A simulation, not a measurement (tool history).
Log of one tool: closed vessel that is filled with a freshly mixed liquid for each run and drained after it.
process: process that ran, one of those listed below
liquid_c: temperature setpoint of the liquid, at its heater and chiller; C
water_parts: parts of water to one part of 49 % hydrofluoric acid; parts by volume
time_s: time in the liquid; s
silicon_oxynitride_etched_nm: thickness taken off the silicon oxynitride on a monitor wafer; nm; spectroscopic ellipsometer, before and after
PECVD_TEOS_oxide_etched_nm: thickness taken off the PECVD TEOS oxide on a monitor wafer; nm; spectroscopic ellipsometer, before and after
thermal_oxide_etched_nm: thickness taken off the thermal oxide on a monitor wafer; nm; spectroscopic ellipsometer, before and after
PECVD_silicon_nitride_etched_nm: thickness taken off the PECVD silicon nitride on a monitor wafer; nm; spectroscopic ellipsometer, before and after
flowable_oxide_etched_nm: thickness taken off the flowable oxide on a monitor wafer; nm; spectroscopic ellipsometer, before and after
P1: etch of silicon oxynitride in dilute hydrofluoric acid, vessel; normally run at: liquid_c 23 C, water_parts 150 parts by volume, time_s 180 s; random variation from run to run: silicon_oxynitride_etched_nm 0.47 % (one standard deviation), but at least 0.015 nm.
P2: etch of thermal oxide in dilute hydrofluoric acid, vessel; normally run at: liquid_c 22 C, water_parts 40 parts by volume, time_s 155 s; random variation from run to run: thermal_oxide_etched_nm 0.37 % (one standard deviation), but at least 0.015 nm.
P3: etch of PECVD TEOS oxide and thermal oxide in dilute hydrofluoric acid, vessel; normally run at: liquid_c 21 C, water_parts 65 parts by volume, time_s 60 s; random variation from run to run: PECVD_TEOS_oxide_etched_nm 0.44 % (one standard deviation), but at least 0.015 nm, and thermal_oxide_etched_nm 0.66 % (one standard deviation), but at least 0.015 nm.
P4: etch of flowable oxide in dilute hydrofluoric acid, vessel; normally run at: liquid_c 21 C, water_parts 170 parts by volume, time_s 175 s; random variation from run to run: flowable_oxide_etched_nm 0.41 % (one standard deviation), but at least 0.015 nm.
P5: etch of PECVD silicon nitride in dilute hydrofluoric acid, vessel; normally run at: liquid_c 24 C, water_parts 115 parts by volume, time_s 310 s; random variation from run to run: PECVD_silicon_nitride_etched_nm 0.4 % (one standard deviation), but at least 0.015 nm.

run   hour  process  liquid_c  water_parts  time_s  silicon_oxynitride_etched_nm  PECVD_TEOS_oxide_etched_nm  thermal_oxide_etched_nm  PECVD_silicon_nitride_etched_nm  flowable_oxide_etched_nm
  1    7.6       P1        23          150     180                        5.2166
  2   15.3       P3        21           30      60                                                    39.304                   9.1346
  3   21.1       P1        23          150     180                         5.256
  4   25.7       P5        24           25     310                                                                                                              67.504
  5   30.6       P1        23          275     180                        2.6264
  6   39.2       P1        29          215     180                        4.4902
  7   43.6       P1      29.5          150     180                         7.015
  8   49.8       P1        17          150     180                        3.9504
  9   58.3       P1        23          150     180                        5.3084
      62.4  -- thermometer replaced
 10   64.2       P3        21           65     115                                                    33.363                   7.6367
 11   70.6       P1        28          215     180                        4.3191
 12   75.9       P4        21          170     315                                                                                                                                        41.405
 13   80.3       P1        23          150     180                        5.2219
 14   88.2       P5        18          115     310                                                                                                              10.091
 15   95.2       P1        23          150      45                        1.2934
 16  100.3       P2        22           40     155                                                                              18.38
 17  106.9       P1        23           35     180                        24.734
 18  114.3       P5        24          115     170                                                                                                              8.3125
 19  121.3       P4        21           35     175                                                                                                                                         130.4
 20  128.9       P2        22           55     155                                                                              13.12
 21  133.6       P1        23          150     305                        8.9201
 22  138.4       P2        22           40      30                                                                             3.5333
 23  145.9       P1        23          150     180                        5.2269
 24  152.6       P3        21           65      60                                                    17.352                   3.9277
 25  156.8       P1        23          150     180                        5.2308
 26    161       P5        24          115     310                                                                                                              15.147
 27  168.7       P2        30           40     155                                                                             25.346
 28  173.1       P3        17           65      60                                                    14.805                    3.375
 29  179.7       P1        23          150     180                        5.2545
 30  185.9       P4        28          170     175                                                                                                                                        29.934
 31  190.1       P4        21          170     175                                                                                                                                        23.143
 32  195.6       P1        23          150     180                        5.2472
 33  201.6       P1        23          150     180                        4.9504
 34  208.2       P1        23          150     180                        4.8322
 35  216.7       P1        23          150     180                        4.7724
 36    221       P1        23          150     180                        4.7525
 37    225       P1        23          150     180                        4.7455
 38    230       P1        23          150     180                         4.761

What P1 gives has crept off from where it sat before. The 2 causes that follow fit the log equally well, each at the size noted:
A: liquid colder than its thermometer reads (K) = 2.24
B: hydrofluoric acid flow below the setpoint (%) = 8.93
The process output started creeping at around hour 195.6.

Of the 4 check runs listed below, each run on one wafer and each result written as a question mark, which would let you distinguish the listed causes because they would give clearly different results?
check 1   235       P3        17           65     115                                                         ?                        ?
check 2   235       P5      20.5           35     310                                                                                                                   ?
check 3   235       P2      27.5           40      60                                                                                  ?
check 4   235       P4        21           40     300                                                                                                                                             ?

Outcome of each check run for each possible cause:
  check                           result    if A    if B
check 1       PECVD_TEOS_oxide_etched_nm  25.494  25.417
check 1          thermal_oxide_etched_nm  5.8636  5.8458
check 2  PECVD_silicon_nitride_etched_nm  32.646  34.904
check 3          thermal_oxide_etched_nm  8.1315   8.067
check 4         flowable_oxide_etched_nm  176.95  176.52
Smallest distance between any two causes, each pair judged by its most separating result, in per cent: check 1 0.3 %; check 2 6.69 %; check 3 0.8 %; check 4 0.24 %
Check 2 is the one run that separates the causes; every other check would come out nearly the same whichever cause is at work.

With check 2 done, the readings were: PECVD_silicon_nitride_etched_nm 32.37 nm. Identify which of the listed causes applies.

A is the cause: liquid colder than its thermometer reads (K).

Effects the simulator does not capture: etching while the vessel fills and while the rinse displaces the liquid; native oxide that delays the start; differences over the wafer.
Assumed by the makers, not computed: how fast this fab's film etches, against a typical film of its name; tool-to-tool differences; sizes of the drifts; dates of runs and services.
